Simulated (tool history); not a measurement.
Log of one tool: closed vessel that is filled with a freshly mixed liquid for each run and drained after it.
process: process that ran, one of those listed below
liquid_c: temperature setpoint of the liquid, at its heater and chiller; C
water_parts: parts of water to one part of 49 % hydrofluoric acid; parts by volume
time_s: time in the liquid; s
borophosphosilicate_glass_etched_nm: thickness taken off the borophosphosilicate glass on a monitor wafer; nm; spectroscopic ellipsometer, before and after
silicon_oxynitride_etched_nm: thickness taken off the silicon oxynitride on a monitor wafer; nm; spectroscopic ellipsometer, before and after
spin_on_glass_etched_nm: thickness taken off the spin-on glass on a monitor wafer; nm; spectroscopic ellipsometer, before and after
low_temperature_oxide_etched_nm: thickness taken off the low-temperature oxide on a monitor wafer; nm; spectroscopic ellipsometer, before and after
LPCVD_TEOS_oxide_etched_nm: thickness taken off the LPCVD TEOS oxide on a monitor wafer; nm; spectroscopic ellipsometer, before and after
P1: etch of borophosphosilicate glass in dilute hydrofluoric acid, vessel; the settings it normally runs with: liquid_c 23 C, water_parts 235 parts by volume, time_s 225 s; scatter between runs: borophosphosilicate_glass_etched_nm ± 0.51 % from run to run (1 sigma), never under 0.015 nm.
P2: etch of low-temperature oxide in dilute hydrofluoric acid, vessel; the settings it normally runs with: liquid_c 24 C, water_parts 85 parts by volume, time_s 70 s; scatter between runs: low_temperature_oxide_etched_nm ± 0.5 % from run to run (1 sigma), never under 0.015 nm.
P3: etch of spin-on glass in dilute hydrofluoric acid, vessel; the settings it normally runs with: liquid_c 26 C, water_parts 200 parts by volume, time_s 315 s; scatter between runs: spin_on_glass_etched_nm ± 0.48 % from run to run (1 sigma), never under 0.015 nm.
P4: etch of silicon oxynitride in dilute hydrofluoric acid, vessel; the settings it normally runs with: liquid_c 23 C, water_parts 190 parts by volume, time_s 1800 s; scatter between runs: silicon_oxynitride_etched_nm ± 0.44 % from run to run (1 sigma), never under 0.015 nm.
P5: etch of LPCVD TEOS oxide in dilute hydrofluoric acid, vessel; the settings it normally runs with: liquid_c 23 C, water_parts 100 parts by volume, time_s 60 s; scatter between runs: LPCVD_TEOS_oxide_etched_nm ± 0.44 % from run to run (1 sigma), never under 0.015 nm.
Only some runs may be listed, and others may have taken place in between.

run,hour,process,liquid_c,water_parts,time_s,borophosphosilicate_glass_etched_nm,silicon_oxynitride_etched_nm,spin_on_glass_etched_nm,low_temperature_oxide_etched_nm,LPCVD_TEOS_oxide_etched_nm
1,10.3,P1,23,235,225,26.614,,,,
2,17.6,P4,17,190,1800,,17.835,,,
3,22.9,P3,17.5,200,315,,,33.22,,
4,30.7,P1,31,235,225,35.095,,,,
5,38.2,P1,23,235,370,43.244,,,,
6,50.2,P4,23,190,1800,,23.467,,,
7,59,P2,24,50,70,,,,21.595,
8,68.4,P3,26,200,315,,,45.899,,
9,77.2,P2,32.5,85,70,,,,16.974,
10,85.8,P5,23,100,60,,,,,11.759
11,95.2,P1,17.5,235,225,21.186,,,,
12,106.5,P4,23,40,1800,,124.8,,,
13,116.4,P2,24,85,70,,,,12.172,
14,126.3,P1,23,235,225,26.254,,,,
15,137.2,P3,26,295,315,,,28.075,,
16,143.8,P1,23,235,225,26.145,,,,
17,151.8,P3,26,200,60,,,8.7331,,
18,162.7,P1,17.5,235,435,41.364,,,,
19,169,P1,23,405,225,12.953,,,,
20,176.8,P4,23,190,1800,,23.686,,,
21,187.7,P1,23,235,225,26.345,,,,
22,195.9,P4,23,190,2645,,34.745,,,
23,201.6,P5,17,100,60,,,,,9.2442
24,211.2,P5,23,100,60,,,,,11.999
25,219.4,P1,23,115,225,61.007,,,,
26,228.3,P1,23,235,225,26.038,,,,
27,234.4,P1,23,235,120,14.093,,,,
28,241.3,P2,24,85,125,,,,21.636,
29,251.9,P5,23,100,30,,,,,5.9294
30,259.6,P5,23,175,60,,,,,6.1982
31,267.8,P1,23,235,225,26.091,,,,
32,277.9,P3,26,200,315,,,45.748,,
33,289.7,P1,23,235,225,26.269,,,,
34,295.2,P1,23,235,225,27.095,,,,
35,300.9,P1,23,235,225,27.171,,,,
36,312.4,P1,23,235,225,27.897,,,,
37,324.5,P1,23,235,225,28.23,,,,
38,333.8,P1,23,235,225,28.226,,,,
39,341.6,P1,23,235,225,28.282,,,,
40,350.9,P1,23,235,225,28.535,,,,
41,361.7,P1,23,235,225,28.654,,,,
42,368.2,P1,23,235,225,28.699,,,,
43,378,P1,23,235,225,28.655,,,,
44,383.8,P1,23,235,225,28.521,,,,

Something has made what P1 gives creep away from where it was; the 2 causes below, each at its own stated size, fit the log equally well:
A: liquid hotter than its thermometer reads (K) = 2.37
B: hydrofluoric acid flow above the setpoint (%) = 7.17
Creep in the process output first set in at about hour 289.7.

Which of the 4 check runs listed below separates the causes, so that each cause would produce a clearly different result? Each run uses one wafer, and its results are marked with question marks.
check 1,389.6,P5,23,140,30,,,,,?
check 2,389.6,P4,17,40,1800,,?,,,
check 3,389.6,P2,32,85,95,,,,?,
check 4,389.6,P3,20,200,155,,,?,,

Outcome of each check run for each possible cause:
check,result,if A,if B
check 1,LPCVD_TEOS_oxide_etched_nm,4.4201,4.3712
check 2,silicon_oxynitride_etched_nm,104.76,99.564
check 3,low_temperature_oxide_etched_nm,24.486,24.254
check 4,spin_on_glass_etched_nm,19.713,19.558
Smallest distance between any two causes, each pair judged by its most separating result, in per cent: check 1 1.11 %; check 2 5.09 %; check 3 0.95 %; check 4 0.79 %
Check 2 is the one run that separates the causes; every other check would come out nearly the same whichever cause is at work.

Then check 2 was run and gave: silicon_oxynitride_etched_nm 100.32 nm. Which cause is it?

It is B: hydrofluoric acid flow above the setpoint (%).
